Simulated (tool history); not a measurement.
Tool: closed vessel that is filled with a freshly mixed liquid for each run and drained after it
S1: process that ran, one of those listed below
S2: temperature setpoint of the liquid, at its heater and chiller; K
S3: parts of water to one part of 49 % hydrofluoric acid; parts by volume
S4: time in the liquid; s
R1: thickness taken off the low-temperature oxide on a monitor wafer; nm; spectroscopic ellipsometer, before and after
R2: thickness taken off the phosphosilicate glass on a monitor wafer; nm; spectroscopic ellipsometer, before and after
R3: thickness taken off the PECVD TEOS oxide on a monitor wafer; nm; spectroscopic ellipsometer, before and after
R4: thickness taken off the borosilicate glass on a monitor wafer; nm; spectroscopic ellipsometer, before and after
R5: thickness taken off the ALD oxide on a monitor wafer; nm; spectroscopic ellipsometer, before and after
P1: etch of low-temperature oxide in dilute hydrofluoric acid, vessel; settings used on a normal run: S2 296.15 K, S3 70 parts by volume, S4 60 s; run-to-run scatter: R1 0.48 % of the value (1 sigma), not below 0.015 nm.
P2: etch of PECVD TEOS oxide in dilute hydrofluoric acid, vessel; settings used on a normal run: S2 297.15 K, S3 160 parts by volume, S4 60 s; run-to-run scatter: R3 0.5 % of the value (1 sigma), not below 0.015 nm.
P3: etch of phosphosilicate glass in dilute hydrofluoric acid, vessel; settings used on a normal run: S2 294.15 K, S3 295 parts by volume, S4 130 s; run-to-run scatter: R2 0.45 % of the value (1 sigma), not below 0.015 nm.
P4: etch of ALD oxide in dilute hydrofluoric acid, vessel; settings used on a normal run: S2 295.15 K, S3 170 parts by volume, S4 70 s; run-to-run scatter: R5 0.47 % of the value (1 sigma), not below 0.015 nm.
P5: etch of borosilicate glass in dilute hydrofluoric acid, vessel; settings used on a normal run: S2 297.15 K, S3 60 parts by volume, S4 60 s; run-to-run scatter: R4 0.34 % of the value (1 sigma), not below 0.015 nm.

run   hour  S1      S2   S3   S4      R1      R2      R3      R4      R5
  1   12.9  P1  296.15   70   60  29.802
  2   23.6  P3  294.15  295  130          24.221
  3   34.9  P3  302.15  295  130          31.629
  4   47.9  P2  297.15  160  115                  10.624
      49.4  -- thermometer replaced
  5   57.2  P1  290.15   70   60  23.082
  6   63.5  P5  297.15   60   60                           43.59
  7   71.3  P1  296.15   70   60  29.661
  8   82.4  P2  304.15  160   60                  7.1306
  9   95.3  P1  296.15   70   60  29.639
 10  104.3  P1  296.15  125   60  15.667
 11  115.9  P4  302.15  170   70                                  12.577
 12  123.3  P4  295.15   65   70                                  28.406
 13  135.9  P5  297.15   60   30                          21.744
 14    150  P1  291.15   25   60  71.031
 15  159.6  P3  294.15  535  130          10.802
 16  172.9  P5  304.65   60   60                          58.682
 17    184  P3  294.15  295   50          9.2986
 18  197.5  P4  295.15  170   70                                  9.6358
 19  208.4  P4  295.15  170   70                                  9.6436
 20  219.5  P1  296.15   25   60    88.7
 21  231.1  P1  296.15   70  120  59.835
 22  241.9  P2  297.15   50   60                  20.246
 23  250.4  P1  290.65  110   60  14.411
 24  258.1  P3  294.15  295  130          23.926
 25  270.7  P1  296.15   70   60  29.557
 26  280.9  P1  296.15   70   60  29.822
 27  289.4  P4  295.15  170  105                                  14.353
 28  300.4  P5  297.15   30   60                          91.032
 29  311.4  P1  302.65   70   60  38.873
 30  318.5  P2  297.15  160   60                  5.5831
 31  332.2  P1  296.15   70   30  14.887
 32  338.6  P1  302.15   70  110  69.587
 33  352.8  P1  296.15   70   60   29.67
 34  362.5  P1  296.15   70   60  29.891
 35  370.4  P1  296.15   70   60  30.379
 36  384.4  P1  296.15   70   60  31.434
 37  392.6  P1  296.15   70   60  31.751
 38  400.4  P1  296.15   70   60  31.799
 39  414.6  P1  296.15   70   60  32.333
 40  421.8  P1  296.15   70   60  32.235
 41  428.6  P1  296.15   70   60  32.441
 42    441  P1  296.15   70   60  32.808
 43    452  P1  296.15   70   60  32.689
 44  465.6  P1  296.15   70   60  32.942
 45  477.8  P1  296.15   70   60  32.986

P1 has crept away from where it was. The log is fitted equally well by each of these 2 causes, at the sizes shown:
A: hydrofluoric acid flow above the setpoint (%) = 9.54
B: liquid hotter than its thermometer reads (K) = 2.45
The onset of the drift is placed at about hour 362.5.

4 check runs are offered, one wafer each, their results left as question marks. Which one tells the causes apart?
check 1   490  P5  300.15   60   30               ?
check 2   490  P2  302.65   50   60           ?
check 3   490  P3  297.65  295  130       ?
check 4   490  P4  295.15   70   70                   ?

What every check run would give for each of its results, assuming each possible cause in turn:
  check  result    if A    if B
check 1      R4  27.151  27.098
check 2      R3  27.794  27.737
check 3      R2  30.501  29.503
check 4      R5  28.939  28.974
Distance between the nearest two causes, measured in the result of the check that separates them most: check 1 0.2 %; check 2 0.21 %; check 3 3.33 %; check 4 0.12 %
Check 3 is the one run that separates the causes; every other check would come out nearly the same whichever cause is at work.

Then check 3 was run and gave: R2 29.537 nm. Which cause is it?

The correct cause is B, namely: liquid hotter than its thermometer reads (K).
